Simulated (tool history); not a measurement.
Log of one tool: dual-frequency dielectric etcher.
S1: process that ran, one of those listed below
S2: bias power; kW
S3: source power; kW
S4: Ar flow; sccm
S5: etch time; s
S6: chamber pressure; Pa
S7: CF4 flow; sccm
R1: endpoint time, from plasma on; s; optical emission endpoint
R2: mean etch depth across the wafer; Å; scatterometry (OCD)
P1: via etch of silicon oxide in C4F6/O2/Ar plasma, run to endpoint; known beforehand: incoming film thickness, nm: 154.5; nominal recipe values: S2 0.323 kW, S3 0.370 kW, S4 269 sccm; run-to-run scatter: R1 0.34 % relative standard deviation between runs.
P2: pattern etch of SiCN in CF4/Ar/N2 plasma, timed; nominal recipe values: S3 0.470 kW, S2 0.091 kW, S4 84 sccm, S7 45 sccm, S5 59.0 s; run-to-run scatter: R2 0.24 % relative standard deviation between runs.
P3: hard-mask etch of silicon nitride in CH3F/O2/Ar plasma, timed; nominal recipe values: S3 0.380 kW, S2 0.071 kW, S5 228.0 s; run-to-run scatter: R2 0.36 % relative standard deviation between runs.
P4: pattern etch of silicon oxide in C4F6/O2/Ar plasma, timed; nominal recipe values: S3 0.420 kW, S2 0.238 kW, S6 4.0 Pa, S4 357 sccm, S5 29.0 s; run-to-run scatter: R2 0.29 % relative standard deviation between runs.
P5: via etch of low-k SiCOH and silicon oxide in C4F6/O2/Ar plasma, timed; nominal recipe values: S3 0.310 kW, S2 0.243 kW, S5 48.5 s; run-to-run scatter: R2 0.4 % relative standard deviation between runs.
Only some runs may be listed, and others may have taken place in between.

run    day  S1     S2     S3   S4     S5   S6  S7      R1       R2
  1  0.154  P1  0.323  0.370  269                  39.683
  2  0.371  P5  0.293  0.310        48.5                   1222.60
  3  0.546  P4  0.238  0.530  357   29.0  4.0              1062.40
  4  0.654  P1  0.323  0.260  269                  45.706
  5  0.779  P1  0.323  0.370  269                  39.944
  6  0.975  P2  0.091  0.470   84   37.0       45           349.25
  7  1.096  P5  0.243  0.310        48.5                   1146.50
  8  1.221  P2  0.091  0.470   84   59.0       45           556.27
  9  1.350  P2  0.091  0.470   84   59.0       27           515.40
 10  1.508  P3  0.071  0.380       228.0                   1507.00
 11  1.625  P4  0.238  0.420  357   37.5  4.0              1257.90
 12  1.858  P1  0.323  0.370  202                  38.493
 13  2.033  P4  0.238  0.420  439   29.0  4.0               951.70
 14  2.158  P4  0.190  0.420  357   29.0  4.0               906.07
 15  2.267  P1  0.254  0.510  269                  38.099
 16  2.442  P1  0.323  0.370  269                  39.753
 17  2.654  P2  0.091  0.470   49   59.0       45           597.61
 18  2.804  P1  0.323  0.370  365                  41.228
 19  2.962  P1  0.242  0.370  269                  43.964
 20  3.112  P4  0.238  0.420  357   29.0  4.9               952.26
 21  3.354  P3  0.053  0.380       228.0                   1378.20
 22  3.529  P1  0.323  0.370  269                  39.816
 23  3.762  P1  0.458  0.370  269                  35.328
 24  4.004  P3  0.071  0.280       228.0                   1338.80
 25  4.150  P5  0.243  0.210        48.5                    975.04
 26  4.279  P2  0.091  0.660   84   59.0       45           742.65
 27  4.433  P4  0.238  0.420  357   29.0  4.0               973.95
 28  4.596  P3  0.071  0.380       129.0                    856.41
 29  4.725  P2  0.113  0.470   84   59.0       45           604.97
 30  4.838  P4  0.238  0.420  357   29.0  4.0               976.30
 31  5.067  P5  0.243  0.310        48.5                   1139.60
 32  5.217  P1  0.323  0.480  269                  36.393
 33  5.383  P5  0.243  0.310        32.5                    767.16
 34  5.512  P1  0.323  0.370  269                  39.893
 35  5.662  P1  0.323  0.370  269                  40.003
 36  5.883  P1  0.323  0.370  269                  40.268
 37  6.000  P1  0.323  0.370  269                  40.486
 38  6.162  P1  0.323  0.370  269                  40.211
     6.329  -- Ar flow controller replaced
 39  6.396  P1  0.323  0.370  269                  40.686
     6.400  -- wet clean of the chamber
 40  6.617  P1  0.323  0.370  269                  40.466
 41  6.792  P1  0.323  0.370  269                  40.534

What P1 gives has crept off from where it sat before. The 2 causes that follow fit the log equally well, each at the size noted:
A: bias power that arrives under what is set, % = 4.74
B: source power that arrives under what is set, % = 4.41
Creep in the process output first set in at about day 5.512.
Ruled out, with reasons:
chamber walls in a state that lowers the etch rate, %: serviced at day 6.400, after the change had begun; the process did not return to its earlier output
Ar flow that arrives over what is set, %: serviced at day 6.329, after the change had begun; the process did not return to its earlier output

Below are 4 check runs, each on a single wafer, with their results shown as question marks. Which of them would tell the listed causes apart, meaning the causes would give clearly different results under it?
check 1  6.967  P5  0.243  0.310        48.5                ?
check 2  6.967  P3  0.071  0.380       228.0                ?
check 3  6.967  P4  0.238  0.420  357   29.0  4.0           ?
check 4  6.967  P2  0.091  0.470   84   59.0       45       ?

Check results expected under each cause:
  check  result     if A     if B
check 1      R2  1123.80  1123.10
check 2      R2  1484.20  1483.50
check 3      R2   960.62   959.49
check 4      R2   545.55   534.22
Distance between the nearest two causes, measured in the result of the check that separates them most: check 1 0.07 %; check 2 0.05 %; check 3 0.12 %; check 4 2.1 %
Check 4 tells the causes apart: in the others they would give nearly the same result.

Check 4 has now been run. It gave: R2 536.91 Å. Which of the candidate causes is it?

The cause is B: source power that arrives under what is set, %.
